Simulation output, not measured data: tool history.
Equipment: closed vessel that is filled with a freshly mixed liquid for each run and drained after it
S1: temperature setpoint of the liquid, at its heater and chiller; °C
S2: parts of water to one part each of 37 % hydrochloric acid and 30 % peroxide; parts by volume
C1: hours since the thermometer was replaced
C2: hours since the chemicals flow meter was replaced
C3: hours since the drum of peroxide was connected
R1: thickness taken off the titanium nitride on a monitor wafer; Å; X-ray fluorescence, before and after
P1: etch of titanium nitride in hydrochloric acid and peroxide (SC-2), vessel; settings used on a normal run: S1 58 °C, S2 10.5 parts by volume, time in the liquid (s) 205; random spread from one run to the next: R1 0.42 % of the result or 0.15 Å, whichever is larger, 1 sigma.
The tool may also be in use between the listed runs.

Run 1, day 0.229: S1 58 °C, S2 10.5 parts by volume, time in the liquid (s) 205; C1 322.6; C2 181.7; C3 208.9. Result: R1 152.41 Å.
Run 2, day 0.45: S1 58 °C, S2 18.5 parts by volume, time in the liquid (s) 205; C1 327.9; C2 187; C3 214.2. Result: R1 92.513 Å.
Run 3, day 0.679: S1 47 °C, S2 10.5 parts by volume, time in the liquid (s) 205; C1 333.4; C2 192.5; C3 219.7. Result: R1 72.891 Å.
Run 4, day 0.917: S1 58 °C, S2 4 parts by volume, time in the liquid (s) 205; C1 339.1; C2 198.2; C3 225.4. Result: R1 315.97 Å.
Run 5, day 1.038: S1 58 °C, S2 10.5 parts by volume, time in the liquid (s) 205; C1 342; C2 201.1; C3 228.3. Result: R1 151.07 Å.
Run 6, day 1.221: S1 58 °C, S2 10.5 parts by volume, time in the liquid (s) 205; C1 346.4; C2 205.5; C3 232.7. Result: R1 152.24 Å.
Run 7, day 1.458: S1 58 °C, S2 10.5 parts by volume, time in the liquid (s) 205; C1 352.1; C2 211.2; C3 238.4. Result: R1 151.08 Å.
Run 8, day 1.6: S1 72 °C, S2 10.5 parts by volume, time in the liquid (s) 205; C1 355.5; C2 214.6; C3 241.8. Result: R1 355.61 Å.
Run 9, day 1.762: S1 58 °C, S2 10.5 parts by volume, time in the liquid (s) 30; C1 359.4; C2 218.5; C3 245.7. Result: R1 22.16 Å.
Run 10, day 1.988: S1 46 °C, S2 4 parts by volume, time in the liquid (s) 205; C1 364.8; C2 223.9; C3 251.1. Result: R1 143.27 Å.
Run 11, day 2.162: S1 58 °C, S2 10.5 parts by volume, time in the liquid (s) 205; C1 369; C2 228.1; C3 255.3. Result: R1 151.74 Å.
Run 12, day 2.317: S1 43.5 °C, S2 16 parts by volume, time in the liquid (s) 205; C1 372.7; C2 231.8; C3 259. Result: R1 40.55 Å.
Run 13, day 2.483: S1 58 °C, S2 10.5 parts by volume, time in the liquid (s) 365; C1 376.7; C2 235.8; C3 263. Result: R1 271.24 Å.
Run 14, day 2.667: S1 58 °C, S2 10.5 parts by volume, time in the liquid (s) 205; C1 381.1; C2 240.2; C3 267.4. Result: R1 151.11 Å.
Run 15, day 2.879: S1 51.5 °C, S2 10.5 parts by volume, time in the liquid (s) 30; C1 386.2; C2 245.3; C3 272.5. Result: R1 14.428 Å.
Run 16, day 3.1: S1 58 °C, S2 10.5 parts by volume, time in the liquid (s) 205; C1 391.5; C2 250.6; C3 277.8. Result: R1 152.05 Å.

Run 17, settings as shown, results not yet in. Your forecast:
Run 17, day 3.225: S1 58 °C, S2 10.5 parts by volume, time in the liquid (s) 205; C1 394.5; C2 253.6; C3 280.8. Result: R1 ?.

Run 17 produced R1 155.32 Å.
